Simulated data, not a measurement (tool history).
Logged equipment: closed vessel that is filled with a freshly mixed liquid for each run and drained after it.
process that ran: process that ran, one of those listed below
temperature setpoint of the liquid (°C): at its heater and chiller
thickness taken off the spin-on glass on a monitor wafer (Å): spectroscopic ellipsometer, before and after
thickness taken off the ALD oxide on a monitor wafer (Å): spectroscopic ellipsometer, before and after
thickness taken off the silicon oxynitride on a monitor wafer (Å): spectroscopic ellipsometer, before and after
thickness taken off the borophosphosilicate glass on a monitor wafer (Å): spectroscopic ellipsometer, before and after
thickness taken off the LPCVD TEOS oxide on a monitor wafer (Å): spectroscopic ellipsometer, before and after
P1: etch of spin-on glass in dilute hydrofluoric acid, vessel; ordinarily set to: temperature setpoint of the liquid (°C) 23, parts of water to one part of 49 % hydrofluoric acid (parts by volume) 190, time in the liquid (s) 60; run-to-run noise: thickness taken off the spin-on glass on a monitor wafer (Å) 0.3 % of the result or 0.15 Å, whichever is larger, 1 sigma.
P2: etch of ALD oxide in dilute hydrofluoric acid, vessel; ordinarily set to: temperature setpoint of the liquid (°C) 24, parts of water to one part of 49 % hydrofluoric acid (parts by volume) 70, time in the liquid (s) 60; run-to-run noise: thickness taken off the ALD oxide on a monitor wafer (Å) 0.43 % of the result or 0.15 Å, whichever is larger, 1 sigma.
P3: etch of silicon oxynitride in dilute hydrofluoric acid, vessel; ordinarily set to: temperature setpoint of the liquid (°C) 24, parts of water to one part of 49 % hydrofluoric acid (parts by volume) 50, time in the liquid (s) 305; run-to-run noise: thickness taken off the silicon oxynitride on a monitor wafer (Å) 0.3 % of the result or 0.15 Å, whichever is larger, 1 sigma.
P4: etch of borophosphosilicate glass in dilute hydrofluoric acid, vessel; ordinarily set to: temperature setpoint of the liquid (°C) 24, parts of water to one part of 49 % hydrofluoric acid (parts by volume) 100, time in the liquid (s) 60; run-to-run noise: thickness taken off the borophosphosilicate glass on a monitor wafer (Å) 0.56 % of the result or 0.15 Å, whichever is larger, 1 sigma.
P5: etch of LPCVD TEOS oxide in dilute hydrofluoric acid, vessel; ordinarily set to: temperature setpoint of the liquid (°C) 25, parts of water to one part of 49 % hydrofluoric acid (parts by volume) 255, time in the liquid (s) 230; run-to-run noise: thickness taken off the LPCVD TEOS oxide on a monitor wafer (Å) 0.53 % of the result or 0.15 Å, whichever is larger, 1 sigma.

run     day  process that ran  temperature setpoint of the liquid (°C)  parts of water to one part of 49 % hydrofluoric acid (parts by volume)  time in the liquid (s)  hours since the thermometer was replaced  hours since the hydrofluoric acid flow meter was replaced  thickness taken off the spin-on glass on a monitor wafer (Å)  thickness taken off the ALD oxide on a monitor wafer (Å)  thickness taken off the silicon oxynitride on a monitor wafer (Å)  thickness taken off the borophosphosilicate glass on a monitor wafer (Å)  thickness taken off the LPCVD TEOS oxide on a monitor wafer (Å)
  1   0.696                P1                                       23                                                                     190                      60                                     553.5                                                      446.7                                                        125.63
  2   1.475                P1                                       23                                                                     190                      60                                     572.2                                                      465.4                                                        126.16
  3   2.117                P1                                       23                                                                     340                      60                                     587.6                                                      480.8                                                        60.552
  4   2.571                P2                                       24                                                                      70                     105                                     598.5                                                      491.7                                                                                                                  333.89
  5   3.142                P1                                       23                                                                     190                      85                                     612.2                                                      505.4                                                        176.69
  6   3.612                P1                                       18                                                                     190                      60                                     623.5                                                      516.7                                                        104.05
  7   4.183                P1                                       23                                                                     190                      60                                     637.2                                                      530.4                                                        125.74
  8   4.738                P2                                       24                                                                     120                      60                                     650.5                                                      543.7                                                                                                                  105.29
  9   5.246                P3                                       19                                                                      50                     305                                     662.7                                                      555.9                                                                                                                                                                                     105.13
 10   5.592                P1                                       23                                                                     190                      30                                       671                                                      564.2                                                        62.928
 11   5.971                P4                                       24                                                                     100                      30                                     680.1                                                      573.3                                                                                                                                                                                                                                                                220.3
 12   6.367                P1                                       31                                                                     190                      60                                     689.6                                                      582.8                                                        167.59
 13   6.862                P1                                       23                                                                     190                      60                                     701.5                                                      594.7                                                        125.59
 14   7.404                P3                                       24                                                                      80                     305                                     714.5                                                      607.7                                                                                                                                                                                     82.589
 15   8.179                P1                                     26.5                                                                     190                      30                                     733.1                                                      626.3                                                        71.269
 16   8.812                P5                                       25                                                                     255                     230                                     748.3                                                      641.5                                                                                                                                                                                                                                                                                                                                436.83
 17   9.162                P1                                       23                                                                     190                      60                                     756.7                                                      649.9                                                        126.06
 18   9.508                P3                                       24                                                                      50                     305                                       765                                                      658.2                                                                                                                                                                                     134.47
 19  10.283                P5                                     19.5                                                                     255                     230                                     783.6                                                      676.8                                                                                                                                                                                                                                                                                                                                 356.8
 20  11.004                P4                                       24                                                                     100                      60                                     800.9                                                      694.1                                                                                                                                                                                                                                                               444.78
 21  11.733                P2                                       24                                                                      70                      60                                     818.4                                                      711.6                                                                                                                  191.35
 22    12.1                P3                                       24                                                                      50                      30                                     827.2                                                      720.4                                                                                                                                                                                     13.035
 23  12.829                P3                                       24                                                                      50                     305                                     844.7                                                      737.9                                                                                                                                                                                     134.67
 24  13.562                P4                                       24                                                                     145                      60                                     862.3                                                      755.5                                                                                                                                                                                                                                                                287.4
 25  13.979                P4                                       24                                                                     100                      60                                     872.3                                                      765.5                                                                                                                                                                                                                                                               443.16
 26  14.683                P2                                       28                                                                      70                      60                                     889.2                                                      782.4                                                                                                                   225.4
 27  15.254                P1                                       23                                                                     190                      60                                     902.9                                                      796.1                                                        125.78
 28  15.612                P4                                       29                                                                     100                      60                                     911.5                                                      804.7                                                                                                                                                                                                                                                               539.56
 29  16.008                P5                                       25                                                                     255                      50                                       921                                                      814.2                                                                                                                                                                                                                                                                                                                                95.319
 30  16.796                P1                                       23                                                                      60                      60                                     939.9                                                      833.1                                                        463.59
 31  17.371                P5                                       25                                                                     255                     230                                     953.7                                                      846.9                                                                                                                                                                                                                                                                                                                                438.24

The next listed run, before its measurement:
 32  17.733                P1                                       23                                                                     190                      60                                     962.4                                                      855.6                                                             ?

{"run 32": {"thickness taken off the spin-on glass on a monitor wafer (Å)": 126.33}}

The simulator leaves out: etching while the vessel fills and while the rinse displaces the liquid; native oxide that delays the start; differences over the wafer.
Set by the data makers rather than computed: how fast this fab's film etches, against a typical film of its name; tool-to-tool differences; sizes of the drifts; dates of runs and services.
